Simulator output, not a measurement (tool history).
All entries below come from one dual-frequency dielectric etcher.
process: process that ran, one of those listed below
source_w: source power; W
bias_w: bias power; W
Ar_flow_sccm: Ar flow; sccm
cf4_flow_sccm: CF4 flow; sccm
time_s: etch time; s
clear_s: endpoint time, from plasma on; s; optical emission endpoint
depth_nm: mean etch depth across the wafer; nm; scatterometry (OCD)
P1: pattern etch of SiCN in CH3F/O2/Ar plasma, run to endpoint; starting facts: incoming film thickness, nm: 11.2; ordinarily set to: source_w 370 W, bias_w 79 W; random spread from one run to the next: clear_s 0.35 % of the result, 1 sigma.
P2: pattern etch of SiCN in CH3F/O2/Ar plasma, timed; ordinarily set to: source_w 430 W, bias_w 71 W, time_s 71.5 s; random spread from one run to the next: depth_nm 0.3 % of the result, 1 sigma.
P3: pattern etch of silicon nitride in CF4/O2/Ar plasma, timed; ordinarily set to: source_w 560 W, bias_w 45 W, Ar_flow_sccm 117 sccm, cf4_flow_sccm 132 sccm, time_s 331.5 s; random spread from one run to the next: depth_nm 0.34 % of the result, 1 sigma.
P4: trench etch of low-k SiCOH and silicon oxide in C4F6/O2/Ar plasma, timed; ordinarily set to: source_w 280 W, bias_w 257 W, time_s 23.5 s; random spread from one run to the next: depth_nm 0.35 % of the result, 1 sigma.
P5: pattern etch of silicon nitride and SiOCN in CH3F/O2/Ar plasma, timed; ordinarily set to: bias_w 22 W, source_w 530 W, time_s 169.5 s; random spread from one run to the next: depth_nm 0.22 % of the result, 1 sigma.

run     day  process  source_w  bias_w  Ar_flow_sccm  cf4_flow_sccm  time_s  hours since the last wet clean  hours since the last source power generator calibration  hours since the last bias power generator calibration  clear_s  depth_nm
  1   0.633       P1       370      79                                                                270.6                                                    471.2                                                 2850.0   30.057
  2   1.167       P1       370     103                                                                283.4                                                    484.0                                                 2862.8   27.277
  3   1.746       P3       370      45           117            132   331.5                           297.3                                                    497.9                                                 2876.7            471.400
  4   2.325       P3       560      45           117            132   490.5                           311.2                                                    511.8                                                 2890.6           1001.000
  5   2.917       P3       560      45           117            132   331.5                           325.4                                                    526.0                                                 2904.8            680.230
  6   3.258       P5       530      22                                169.5                           333.6                                                    534.2                                                 2913.0             24.992
  7   3.662       P4       330     257                                 23.5                           343.3                                                    543.9                                                 2922.7             73.544
      4.112  -- wet clean of the chamber
  8   4.188       P3       560      45           162            132   331.5                             1.8                                                    556.5                                                 2935.3            649.290
  9   4.800       P5       530      31                                169.5                            16.5                                                    571.2                                                 2950.0             29.023
 10   5.312       P3       560      45           117            177   331.5                            28.8                                                    583.5                                                 2962.3            706.050
 11   5.667       P2       430      71                                 71.5                            37.3                                                    592.0                                                 2970.8             27.145
 12   6.104       P1       370      79                                                                 47.8                                                    602.5                                                 2981.3   30.033
 13   6.512       P1       370      79                                                                 57.6                                                    612.3                                                 2991.1   30.106
 14   6.862       P1       230      79                                                                 66.0                                                    620.7                                                 2999.5   35.720
 15   7.483       P5       720      22                                169.5                            80.9                                                    635.6                                                 3014.4             27.816
 16   8.029       P3       560      45           117            132   331.5                            94.0                                                    648.7                                                 3027.5            675.480
 17   8.325       P2       430      71                                 51.0                           101.1                                                    655.8                                                 3034.6             19.454
 18   8.808       P1       460      79                                                                112.7                                                    667.4                                                 3046.2   27.479
 19   9.383       P1       370      58                                                                126.5                                                    681.2                                                 3060.0   33.606
 20   9.871       P2       430      99                                 71.5                           138.2                                                    692.9                                                 3071.7             30.599
 21  10.208       P3       560      37           117            132   331.5                           146.3                                                    701.0                                                 3079.8            633.010
 22  10.542       P4       280     257                                 23.5                           154.3                                                    709.0                                                 3087.8             69.542
 23  11.112       P4       280     312                                 23.5                           168.0                                                    722.7                                                 3101.5             74.163
 24  11.483       P5       530      22                                219.0                           176.9                                                    731.6                                                 3110.4             32.267
 25  12.021       P4       280     257                                 31.5                           189.8                                                    744.5                                                 3123.3             92.862
 26  12.442       P1       490      93                                                                199.9                                                    754.6                                                 3133.4   25.569
 27  12.754       P5       530      22                                169.5                           207.4                                                    762.1                                                 3140.9             24.933
     13.208  -- bias power generator calibrated
 28  13.404       P1       370      79                                                                223.0                                                    777.7                                                    4.7   30.097
 29  13.933       P2       260      71                                 71.5                           235.7                                                    790.4                                                   17.4             22.546
 30  14.288       P1       370      79                                                                244.2                                                    798.9                                                   25.9   30.220
 31  14.850       P1       370      79                                                                257.7                                                    812.4                                                   39.4   30.323

Expected results for the next run?
 32  15.188       P1       370      79                                                                265.8                                                    820.5                                                   47.5        ?

{"run 32": {"clear_s": 30.267}}
